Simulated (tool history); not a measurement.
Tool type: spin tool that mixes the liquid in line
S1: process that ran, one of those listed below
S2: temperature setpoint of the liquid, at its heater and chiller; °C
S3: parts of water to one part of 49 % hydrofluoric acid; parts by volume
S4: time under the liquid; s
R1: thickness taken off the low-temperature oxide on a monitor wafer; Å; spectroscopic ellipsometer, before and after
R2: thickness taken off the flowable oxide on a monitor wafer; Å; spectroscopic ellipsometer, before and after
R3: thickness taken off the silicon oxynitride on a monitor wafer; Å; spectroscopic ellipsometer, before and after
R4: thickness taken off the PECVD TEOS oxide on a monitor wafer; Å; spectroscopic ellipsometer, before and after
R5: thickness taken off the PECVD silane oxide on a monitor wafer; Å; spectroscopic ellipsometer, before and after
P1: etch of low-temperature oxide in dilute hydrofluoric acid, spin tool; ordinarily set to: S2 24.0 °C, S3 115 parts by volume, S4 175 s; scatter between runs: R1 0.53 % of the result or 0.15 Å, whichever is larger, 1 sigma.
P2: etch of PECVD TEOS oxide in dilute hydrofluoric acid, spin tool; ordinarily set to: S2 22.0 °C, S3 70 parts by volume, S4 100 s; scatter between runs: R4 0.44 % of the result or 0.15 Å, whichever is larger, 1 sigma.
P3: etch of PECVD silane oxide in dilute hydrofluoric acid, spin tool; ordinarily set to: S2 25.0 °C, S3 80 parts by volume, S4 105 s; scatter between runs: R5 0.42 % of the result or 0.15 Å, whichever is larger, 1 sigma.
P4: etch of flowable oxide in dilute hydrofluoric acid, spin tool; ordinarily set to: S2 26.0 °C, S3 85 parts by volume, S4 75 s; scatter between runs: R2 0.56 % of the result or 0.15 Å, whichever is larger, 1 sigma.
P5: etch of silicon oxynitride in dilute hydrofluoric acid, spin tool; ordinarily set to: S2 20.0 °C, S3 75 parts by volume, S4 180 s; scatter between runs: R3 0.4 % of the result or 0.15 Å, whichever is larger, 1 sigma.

| run | day | S1 | S2 | S3 | S4 | R1 | R2 | R3 | R4 | R5 |
|---|---|---|---|---|---|---|---|---|---|---|
| 1 | 0.171 | P1 | 24.0 | 115 | 175 | 342.920 |  |  |  |  |
| 2 | 0.283 | P4 | 26.0 | 85 | 150 |  | 617.74 |  |  |  |
| 3 | 0.500 | P5 | 20.0 | 75 | 30 |  |  | 9.2729 |  |  |
| 4 | 0.696 | P1 | 24.0 | 115 | 175 | 341.930 |  |  |  |  |
| 5 | 0.921 | P4 | 26.0 | 85 | 75 |  | 308.10 |  |  |  |
| 6 | 1.104 | P2 | 28.5 | 70 | 100 |  |  |  | 270.440 |  |
| 7 | 1.254 | P5 | 20.0 | 75 | 180 |  |  | 53.4610 |  |  |
| 8 | 1.446 | P1 | 17.0 | 115 | 175 | 258.590 |  |  |  |  |
| 9 | 1.588 | P3 | 25.0 | 25 | 105 |  |  |  |  | 1185.900 |
| 10 | 1.804 | P5 | 17.0 | 75 | 180 |  |  | 46.3300 |  |  |
| 11 | 2.033 | P1 | 24.0 | 115 | 175 | 340.660 |  |  |  |  |
| 12 | 2.167 | P2 | 22.0 | 70 | 45 |  |  |  | 93.255 |  |
| 13 | 2.267 | P3 | 25.0 | 80 | 105 |  |  |  |  | 345.040 |
| 14 | 2.383 | P1 | 24.0 | 160 | 175 | 234.910 |  |  |  |  |
| 15 | 2.492 | P1 | 17.0 | 115 | 50 | 74.187 |  |  |  |  |
| 16 | 2.667 | P5 | 20.0 | 25 | 180 |  |  | 166.8000 |  |  |
| 17 | 2.771 | P1 | 30.5 | 115 | 270 | 676.000 |  |  |  |  |
| 18 | 2.975 | P2 | 22.0 | 20 | 100 |  |  |  | 768.320 |  |
| 19 | 3.179 | P1 | 28.5 | 115 | 175 | 409.590 |  |  |  |  |
| 20 | 3.362 | P2 | 22.0 | 70 | 100 |  |  |  | 207.430 |  |
| 21 | 3.521 | P4 | 31.5 | 85 | 75 |  | 379.41 |  |  |  |
| 22 | 3.742 | P3 | 25.0 | 80 | 15 |  |  |  |  | 48.915 |
| 23 | 3.867 | P1 | 24.0 | 115 | 175 | 341.990 |  |  |  |  |
| 24 | 4.079 | P1 | 24.0 | 20 | 175 | 2220.700 |  |  |  |  |
| 25 | 4.200 | P1 | 24.0 | 115 | 255 | 501.380 |  |  |  |  |
| 26 | 4.388 | P3 | 31.5 | 80 | 105 |  |  |  |  | 439.610 |
| 27 | 4.567 | P1 | 24.0 | 115 | 175 | 345.090 |  |  |  |  |
|  | 4.621 | thermometer replaced |
| 28 | 4.796 | P4 | 26.0 | 150 | 75 |  | 159.02 |  |  |  |
| 29 | 4.908 | P1 | 24.0 | 115 | 175 | 342.800 |  |  |  |  |
| 30 | 5.033 | P1 | 27.5 | 75 | 175 | 639.580 |  |  |  |  |
| 31 | 5.229 | P1 | 24.0 | 115 | 15 | 29.419 |  |  |  |  |
| 32 | 5.375 | P2 | 22.0 | 70 | 100 |  |  |  | 207.920 |  |
| 33 | 5.512 | P3 | 25.0 | 80 | 105 |  |  |  |  | 344.200 |
| 34 | 5.642 | P1 | 24.0 | 115 | 175 | 345.110 |  |  |  |  |
| 35 | 5.771 | P1 | 24.0 | 115 | 175 | 336.370 |  |  |  |  |
| 36 | 5.942 | P1 | 24.0 | 115 | 175 | 328.940 |  |  |  |  |
| 37 | 6.171 | P1 | 24.0 | 115 | 175 | 324.070 |  |  |  |  |
| 38 | 6.404 | P1 | 24.0 | 115 | 175 | 322.370 |  |  |  |  |
| 39 | 6.517 | P1 | 24.0 | 115 | 175 | 317.630 |  |  |  |  |
| 40 | 6.629 | P1 | 24.0 | 115 | 175 | 317.600 |  |  |  |  |
| 41 | 6.808 | P1 | 24.0 | 115 | 175 | 318.060 |  |  |  |  |
| 42 | 6.996 | P1 | 24.0 | 115 | 175 | 319.550 |  |  |  |  |
| 43 | 7.196 | P1 | 24.0 | 115 | 175 | 313.480 |  |  |  |  |

Something has made what P1 gives creep away from where it was; the 2 causes below, each at its own stated size, fit the log equally well:
A: hydrofluoric acid flow below the setpoint (%) = 6.66
B: liquid colder than its thermometer reads (K) = 1.99
Onset of the creep was near day 5.642.

Below are 4 check runs, each on a single wafer, with their results shown as question marks. Which of them would tell the listed causes apart, meaning the causes would give clearly different results under it?
| check 1 | 7.396 | P2 | 25.5 | 70 | 50 |  |  |  | ? |  |
| check 2 | 7.396 | P3 | 25.0 | 50 | 105 |  |  |  |  | ? |
| check 3 | 7.396 | P4 | 26.0 | 140 | 140 |  | ? |  |  |  |
| check 4 | 7.396 | P5 | 20.0 | 25 | 180 |  |  | ? |  |  |

What every check run would give for each of its results, assuming each possible cause in turn:
| check | result | if A | if B |
|---|---|---|---|
| check 1 | R4 | 110.830 | 110.300 |
| check 2 | R5 | 530.250 | 525.980 |
| check 3 | R2 | 298.80 | 300.34 |
| check 4 | R3 | 155.0100 | 149.9800 |
How far apart the two closest causes lie, in the result that separates them most: check 1 0.48 %; check 2 0.81 %; check 3 0.51 %; check 4 3.3 %
Check 4 is the one run that separates the causes; every other check would come out nearly the same whichever cause is at work.

After running check 4, the following was obtained: R3 149.4800 Å. Which cause does this point to?

Of the candidate causes, it is B: liquid colder than its thermometer reads (K).
